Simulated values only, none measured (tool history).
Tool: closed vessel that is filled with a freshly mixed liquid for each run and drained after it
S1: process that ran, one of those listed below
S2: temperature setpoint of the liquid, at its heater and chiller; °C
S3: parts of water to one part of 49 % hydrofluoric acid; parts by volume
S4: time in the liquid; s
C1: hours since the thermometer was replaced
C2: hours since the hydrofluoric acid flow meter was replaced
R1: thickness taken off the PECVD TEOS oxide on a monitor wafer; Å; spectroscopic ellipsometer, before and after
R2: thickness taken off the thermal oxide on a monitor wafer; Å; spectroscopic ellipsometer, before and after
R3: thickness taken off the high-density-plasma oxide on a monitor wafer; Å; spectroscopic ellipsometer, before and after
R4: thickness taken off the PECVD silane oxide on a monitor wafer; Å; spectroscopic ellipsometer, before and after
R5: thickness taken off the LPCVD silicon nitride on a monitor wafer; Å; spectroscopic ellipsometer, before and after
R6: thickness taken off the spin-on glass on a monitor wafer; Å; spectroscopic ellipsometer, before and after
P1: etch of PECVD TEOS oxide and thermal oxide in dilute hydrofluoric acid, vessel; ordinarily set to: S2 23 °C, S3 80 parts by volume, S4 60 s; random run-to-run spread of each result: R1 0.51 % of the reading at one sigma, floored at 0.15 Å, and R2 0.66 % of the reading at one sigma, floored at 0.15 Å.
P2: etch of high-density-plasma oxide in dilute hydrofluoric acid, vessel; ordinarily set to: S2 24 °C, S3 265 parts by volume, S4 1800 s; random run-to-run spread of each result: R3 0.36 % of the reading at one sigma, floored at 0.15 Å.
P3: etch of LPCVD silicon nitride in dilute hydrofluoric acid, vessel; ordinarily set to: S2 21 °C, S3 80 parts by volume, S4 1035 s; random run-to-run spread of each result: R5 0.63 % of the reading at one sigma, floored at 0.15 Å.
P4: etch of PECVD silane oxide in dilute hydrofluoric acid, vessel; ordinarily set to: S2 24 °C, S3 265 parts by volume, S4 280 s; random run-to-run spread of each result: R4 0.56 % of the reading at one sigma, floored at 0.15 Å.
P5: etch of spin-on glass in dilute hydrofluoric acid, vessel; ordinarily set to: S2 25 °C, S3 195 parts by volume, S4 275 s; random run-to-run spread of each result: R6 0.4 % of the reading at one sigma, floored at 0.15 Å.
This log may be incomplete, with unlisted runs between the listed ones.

Run 1, hour 5.3: S1 P1, S2 23 °C, S3 80 parts by volume, S4 60 s; C1 534.8; C2 284.8. Result: R1 70.458 Å, R2 34.231 Å.
Run 2, hour 11.1: S1 P1, S2 23 °C, S3 80 parts by volume, S4 60 s; C1 540.6; C2 290.6. Result: R1 71.109 Å, R2 34.614 Å.
Run 3, hour 14.6: S1 P2, S2 24 °C, S3 90 parts by volume, S4 1800 s; C1 544.1; C2 294.1. Result: R3 1084.5 Å.
Run 4, hour 19.3: S1 P1, S2 23 °C, S3 80 parts by volume, S4 60 s; C1 548.8; C2 298.8. Result: R1 71.308 Å, R2 33.951 Å.
Run 5, hour 22.5: S1 P4, S2 24 °C, S3 265 parts by volume, S4 280 s; C1 552; C2 302. Result: R4 133.1 Å.
Run 6, hour 28.1: S1 P1, S2 23 °C, S3 130 parts by volume, S4 60 s; C1 557.6; C2 307.6. Result: R1 41.139 Å, R2 19.805 Å.
Run 7, hour 33.9: S1 P3, S2 27 °C, S3 80 parts by volume, S4 1035 s; C1 563.4; C2 313.4. Result: R5 74.067 Å.
Run 8, hour 39.3: S1 P3, S2 21 °C, S3 25 parts by volume, S4 1035 s; C1 568.8; C2 318.8. Result: R5 155.32 Å.
At hour 42: hydrofluoric acid flow meter replaced.
Run 9, hour 44: S1 P3, S2 21 °C, S3 80 parts by volume, S4 1805 s; C1 573.5; C2 2.1. Result: R5 87.741 Å.
Run 10, hour 50.2: S1 P5, S2 25 °C, S3 50 parts by volume, S4 275 s; C1 579.7; C2 8.3. Result: R6 2562.9 Å.
Run 11, hour 53.6: S1 P2, S2 29.5 °C, S3 265 parts by volume, S4 1800 s; C1 583.1; C2 11.7. Result: R3 364.14 Å.
Run 12, hour 58.9: S1 P3, S2 21 °C, S3 80 parts by volume, S4 1035 s; C1 588.4; C2 17. Result: R5 49.965 Å.
Run 13, hour 62.9: S1 P1, S2 23 °C, S3 80 parts by volume, S4 95 s; C1 592.4; C2 21. Result: R1 111.58 Å, R2 54.014 Å.
Run 14, hour 67.9: S1 P1, S2 23 °C, S3 80 parts by volume, S4 30 s; C1 597.4; C2 26. Result: R1 35.252 Å, R2 16.854 Å.
Run 15, hour 74.4: S1 P1, S2 23 °C, S3 80 parts by volume, S4 60 s; C1 603.9; C2 32.5. Result: R1 71.516 Å, R2 33.667 Å.
Run 16, hour 78.7: S1 P2, S2 24 °C, S3 265 parts by volume, S4 3265 s; C1 608.2; C2 36.8. Result: R3 551.34 Å.
Run 17, hour 83.7: S1 P4, S2 24 °C, S3 265 parts by volume, S4 280 s; C1 613.2; C2 41.8. Result: R4 134.93 Å.
Run 18, hour 88.3: S1 P5, S2 33 °C, S3 195 parts by volume, S4 275 s; C1 617.8; C2 46.4. Result: R6 727.95 Å.
Run 19, hour 95.4: S1 P1, S2 23 °C, S3 80 parts by volume, S4 60 s; C1 624.9; C2 53.5. Result: R1 71.148 Å, R2 34.501 Å.
Run 20, hour 99: S1 P5, S2 25 °C, S3 195 parts by volume, S4 275 s; C1 628.5; C2 57.1. Result: R6 548.42 Å.
Run 21, hour 104.9: S1 P1, S2 17.5 °C, S3 80 parts by volume, S4 60 s; C1 634.4; C2 63. Result: R1 56.77 Å, R2 27.541 Å.
Run 22, hour 110.2: S1 P4, S2 17 °C, S3 265 parts by volume, S4 280 s; C1 639.7; C2 68.3. Result: R4 102.46 Å.
Run 23, hour 115.4: S1 P5, S2 25 °C, S3 195 parts by volume, S4 30 s; C1 644.9; C2 73.5. Result: R6 59.875 Å.
Run 24, hour 119.8: S1 P4, S2 24 °C, S3 265 parts by volume, S4 130 s; C1 649.3; C2 77.9. Result: R4 60.985 Å.
Run 25, hour 123.8: S1 P1, S2 23 °C, S3 20 parts by volume, S4 60 s; C1 653.3; C2 81.9. Result: R1 303.02 Å, R2 146.05 Å.
Run 26, hour 129.6: S1 P1, S2 30 °C, S3 80 parts by volume, S4 60 s; C1 659.1; C2 87.7. Result: R1 92.182 Å, R2 44.777 Å.
Run 27, hour 133.2: S1 P1, S2 23 °C, S3 80 parts by volume, S4 60 s; C1 662.7; C2 91.3. Result: R1 70.495 Å, R2 34.098 Å.
Run 28, hour 139.9: S1 P2, S2 24 °C, S3 265 parts by volume, S4 1800 s; C1 669.4; C2 98. Result: R3 302.34 Å.
Run 29, hour 143.5: S1 P3, S2 21 °C, S3 80 parts by volume, S4 1035 s; C1 673; C2 101.6. Result: R5 49.52 Å.
Run 30, hour 147.2: S1 P1, S2 29 °C, S3 80 parts by volume, S4 30 s; C1 676.7; C2 105.3. Result: R1 45.203 Å, R2 21.076 Å.
Run 31, hour 150.7: S1 P4, S2 24 °C, S3 65 parts by volume, S4 280 s; C1 680.2; C2 108.8. Result: R4 671.35 Å.
Run 32, hour 155.7: S1 P1, S2 23 °C, S3 80 parts by volume, S4 60 s; C1 685.2; C2 113.8. Result: R1 71.165 Å, R2 34.481 Å.
Run 33, hour 161.9: S1 P1, S2 23 °C, S3 80 parts by volume, S4 60 s; C1 691.4; C2 120. Result: R1 69.034 Å, R2 32.677 Å.
Run 34, hour 167.1: S1 P1, S2 23 °C, S3 80 parts by volume, S4 60 s; C1 696.6; C2 125.2. Result: R1 67.071 Å, R2 32.191 Å.
Run 35, hour 173.5: S1 P1, S2 23 °C, S3 80 parts by volume, S4 60 s; C1 703; C2 131.6. Result: R1 65.837 Å, R2 32.125 Å.
Run 36, hour 178.5: S1 P1, S2 23 °C, S3 80 parts by volume, S4 60 s; C1 708; C2 136.6. Result: R1 65.818 Å, R2 31.517 Å.
Run 37, hour 185.1: S1 P1, S2 23 °C, S3 80 parts by volume, S4 60 s; C1 714.6; C2 143.2. Result: R1 65.161 Å, R2 31.147 Å.
Run 38, hour 190.2: S1 P1, S2 23 °C, S3 80 parts by volume, S4 60 s; C1 719.7; C2 148.3. Result: R1 64.941 Å, R2 30.67 Å.
Run 39, hour 197.3: S1 P1, S2 23 °C, S3 80 parts by volume, S4 60 s; C1 726.8; C2 155.4. Result: R1 64.593 Å, R2 31.212 Å.

P1 no longer gives what it gave before; its output has crept away from where it was. The following 2 causes, each at its listed size, fit the log equally well:
A: liquid colder than its thermometer reads (K) = 2.15
B: hydrofluoric acid flow below the setpoint (%) = 7.65
The creep began at about hour 155.7.

Of the 4 check runs listed below, each run on one wafer and each result written as a question mark, which would let you distinguish the listed causes because they would give clearly different results?
Run check 1, hour 204.4: S1 P3, S2 21 °C, S3 80 parts by volume, S4 1780 s. Result: R5 ?.
Run check 2, hour 204.4: S1 P4, S2 24 °C, S3 95 parts by volume, S4 280 s. Result: R4 ?.
Run check 3, hour 204.4: S1 P2, S2 24 °C, S3 110 parts by volume, S4 3240 s. Result: R3 ?.
Run check 4, hour 204.4: S1 P5, S2 25 °C, S3 75 parts by volume, S4 90 s. Result: R6 ?.

Outcome of each check run for each possible cause:
  check  result    if A    if B
check 1      R5  73.994  79.338
check 2      R4  410.76  409.55
check 3      R3  1422.2    1415
check 4      R6  494.92  494.53
Gap, in per cent, between the two causes that each check separates least, read from the result that separates them most: check 1 6.97 %; check 2 0.3 %; check 3 0.51 %; check 4 0.08 %
The causes can be told apart only by check 1. The other checks would give nearly the same results under each of them.

Check 1 has now been run. It gave: R5 80.024 Å. Which of the candidate causes is it?

It is B: hydrofluoric acid flow below the setpoint (%).

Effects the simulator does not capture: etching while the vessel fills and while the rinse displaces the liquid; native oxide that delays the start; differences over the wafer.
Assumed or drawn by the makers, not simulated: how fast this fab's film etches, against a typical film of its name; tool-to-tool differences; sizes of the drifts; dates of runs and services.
